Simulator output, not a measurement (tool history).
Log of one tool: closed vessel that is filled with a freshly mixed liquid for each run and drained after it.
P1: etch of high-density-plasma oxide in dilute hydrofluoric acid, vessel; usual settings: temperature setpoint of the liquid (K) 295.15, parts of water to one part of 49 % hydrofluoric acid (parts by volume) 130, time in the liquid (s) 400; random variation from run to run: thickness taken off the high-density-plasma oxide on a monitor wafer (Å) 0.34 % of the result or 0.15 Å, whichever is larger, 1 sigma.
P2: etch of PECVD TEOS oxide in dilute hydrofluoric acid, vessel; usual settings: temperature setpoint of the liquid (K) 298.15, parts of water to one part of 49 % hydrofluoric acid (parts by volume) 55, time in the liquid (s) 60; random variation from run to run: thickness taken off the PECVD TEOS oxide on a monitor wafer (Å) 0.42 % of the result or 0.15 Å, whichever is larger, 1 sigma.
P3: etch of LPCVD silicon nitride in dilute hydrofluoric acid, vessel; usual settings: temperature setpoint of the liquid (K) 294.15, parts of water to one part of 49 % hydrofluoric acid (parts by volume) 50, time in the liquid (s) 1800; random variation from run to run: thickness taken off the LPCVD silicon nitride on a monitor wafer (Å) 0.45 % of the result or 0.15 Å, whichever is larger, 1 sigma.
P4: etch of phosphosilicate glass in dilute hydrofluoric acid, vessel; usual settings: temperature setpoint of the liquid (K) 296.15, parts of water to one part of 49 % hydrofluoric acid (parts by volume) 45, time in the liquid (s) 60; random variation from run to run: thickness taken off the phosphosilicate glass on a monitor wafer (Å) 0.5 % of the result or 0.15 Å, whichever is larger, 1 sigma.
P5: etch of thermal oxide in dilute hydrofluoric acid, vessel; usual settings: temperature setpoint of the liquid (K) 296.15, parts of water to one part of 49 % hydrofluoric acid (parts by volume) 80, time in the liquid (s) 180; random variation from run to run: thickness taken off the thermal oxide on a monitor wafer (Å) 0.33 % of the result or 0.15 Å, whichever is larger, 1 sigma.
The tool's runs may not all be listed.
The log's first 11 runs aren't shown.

run,hour,process that ran,temperature setpoint of the liquid (K),parts of water to one part of 49 % hydrofluoric acid (parts by volume),time in the liquid (s),hours since the thermometer was replaced,hours since the hydrofluoric acid flow meter was replaced,thickness taken off the high-density-plasma oxide on a monitor wafer (Å),thickness taken off the PECVD TEOS oxide on a monitor wafer (Å),thickness taken off the thermal oxide on a monitor wafer (Å),thickness taken off the LPCVD silicon nitride on a monitor wafer (Å),thickness taken off the phosphosilicate glass on a monitor wafer (Å)
12,142.0,P1,295.15,205,80,1224.3,587.5,16.507,,,,
13,152.7,P1,295.15,130,400,1235.0,598.2,140.750,,,,
14,163.7,P1,295.15,130,710,1246.0,609.2,247.600,,,,
15,176.4,P3,294.15,50,305,1258.7,621.9,,,,23.136,
16,186.4,P2,298.15,55,60,1268.7,631.9,,230.93,,,
17,200.8,P4,290.65,45,60,1283.1,646.3,,,,,1194.30
18,212.2,P4,296.15,45,30,1294.5,657.7,,,,,759.33
19,220.3,P4,296.15,45,60,1302.6,665.8,,,,,1509.80
# hour 231.4: hydrofluoric acid flow meter replaced
20,234.6,P3,302.15,50,1800,1316.9,3.2,,,,232.160,
21,242.4,P4,296.15,45,60,1324.7,11.0,,,,,1502.60
22,258.9,P2,298.15,55,115,1341.2,27.5,,444.05,,,

Forecast run 23:
23,273.8,P5,296.15,80,180,1356.1,42.4,,,?,,

thickness taken off the thermal oxide on a monitor wafer (Å): 106.490

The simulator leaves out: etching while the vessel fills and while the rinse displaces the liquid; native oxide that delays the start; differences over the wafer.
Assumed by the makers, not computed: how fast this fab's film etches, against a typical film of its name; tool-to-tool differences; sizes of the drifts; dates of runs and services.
